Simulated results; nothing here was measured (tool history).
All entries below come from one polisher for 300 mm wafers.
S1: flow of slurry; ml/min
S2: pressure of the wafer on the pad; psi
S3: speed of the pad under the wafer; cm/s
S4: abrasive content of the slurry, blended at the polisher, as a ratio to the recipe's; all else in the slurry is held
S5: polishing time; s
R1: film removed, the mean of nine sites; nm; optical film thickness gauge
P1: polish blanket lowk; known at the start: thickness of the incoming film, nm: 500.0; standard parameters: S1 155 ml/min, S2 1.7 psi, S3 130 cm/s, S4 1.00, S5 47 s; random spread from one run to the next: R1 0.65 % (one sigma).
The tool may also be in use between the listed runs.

run     day   S1   S2   S3    S4  S5       R1
  1   0.612  155  1.7  130  1.00  47  17.8750
  2   1.029  155  1.7  130  1.00  47  17.7520
  3   1.638  115  2.5  130  1.00  47  24.6640
  4   1.921  155  1.7  130  1.00  47  17.6680
  5   2.246  155  1.7   64  1.00  47   9.9905
  6   2.783  155  1.7  130  1.00  47  17.7680
  7   3.196  155  1.7  204  1.00  47  25.5390
  8   3.762  105  1.7  130  1.00  47  16.4860
  9   4.346  155  0.8  130  1.00  47   8.4414
 10   4.808  155  1.7  130  1.00  21   7.9188
 11   5.125  155  1.7  130  1.00  47  17.7380
 12   5.525  155  2.2  130  0.75  47  19.8440
 13   5.988  155  1.7  130  0.50  47  12.1470
 14   6.546  245  1.7  130  1.00  47  18.8330
 15   6.833  155  1.7  130  1.50  47  21.0990
 16   7.117  155  1.7  130  1.00  59  22.2650
 17   7.475  155  1.7  174  1.00  61  29.1440
 18   7.829  155  2.3  130  1.00  47  24.2640
 19   8.396  155  1.7  130  1.00  47  17.7480
 20   8.800  155  1.7  130  1.00  47  17.5310
 21   9.217  155  1.7  130  1.00  47  16.9840
 22   9.667  155  1.7  130  1.00  47  16.8880
 23  10.112  155  1.7  130  1.00  47  16.7970
     10.400  -- worn pad replaced by a new one
 24  10.612  155  1.7  130  1.00  47  16.6500
     10.621  -- conditioning disc replaced and pad reconditioned
     10.975  -- slurry blender recalibrated
 25  11.158  155  1.7  130  1.00  47  16.4970
 26  11.608  155  1.7  130  1.00  47  16.6610
 27  12.075  155  1.7  130  1.00  47  16.5090
 28  12.404  155  1.7  130  1.00  47  16.5280
 29  12.925  155  1.7  130  1.00  47  16.6350

What P1 gives has crept off from where it sat before. The 2 causes that follow fit the log equally well, each at the size noted:
A: slurry flow missing at the pad, % = 30.9
B: head's pressure below its setpoint, % = 7.09
Creep in the process output first set in at about day 8.396.
All other causes, with the reason each is excluded:
removal rate lost through wear of the pad, %: its service at day 10.400 followed the start of the drift and did not put the process back to its old value
abrasive missing from the slurry, %: its service at day 10.975 followed the start of the drift and did not put the process back to its old value
time polished since the conditioner stopped cutting, s: its service at day 10.621 followed the start of the drift and did not put the process back to its old value

Which of the 4 check runs listed below, each an average over 5 wafers with its results shown as question marks, gives clearly different results under the different listed causes?
check 1  13.446  155  1.7  130  1.50  23   ?
check 2  13.446  155  0.8  130  0.55  47   ?
check 3  13.446  240  2.3  130  1.00  47   ?
check 4  13.446  155  1.3   92  1.00  47   ?

What each check would give under each cause:
  check  result     if A     if B
check 1      R1   9.4979   9.4981
check 2      R1   5.6489   5.6490
check 3      R1  24.2450  23.6600
check 4      R1   9.5502   9.5504
Separation of the two closest causes in each check, using whichever result separates them best: check 1 0 %; check 2 0 %; check 3 2.45 %; check 4 0 %
Check 3 tells the causes apart: in the others they would give nearly the same result.

Here is what check 3 returned: R1 24.3150 nm. Which cause is it?

The correct cause is A, namely: slurry flow missing at the pad, %.

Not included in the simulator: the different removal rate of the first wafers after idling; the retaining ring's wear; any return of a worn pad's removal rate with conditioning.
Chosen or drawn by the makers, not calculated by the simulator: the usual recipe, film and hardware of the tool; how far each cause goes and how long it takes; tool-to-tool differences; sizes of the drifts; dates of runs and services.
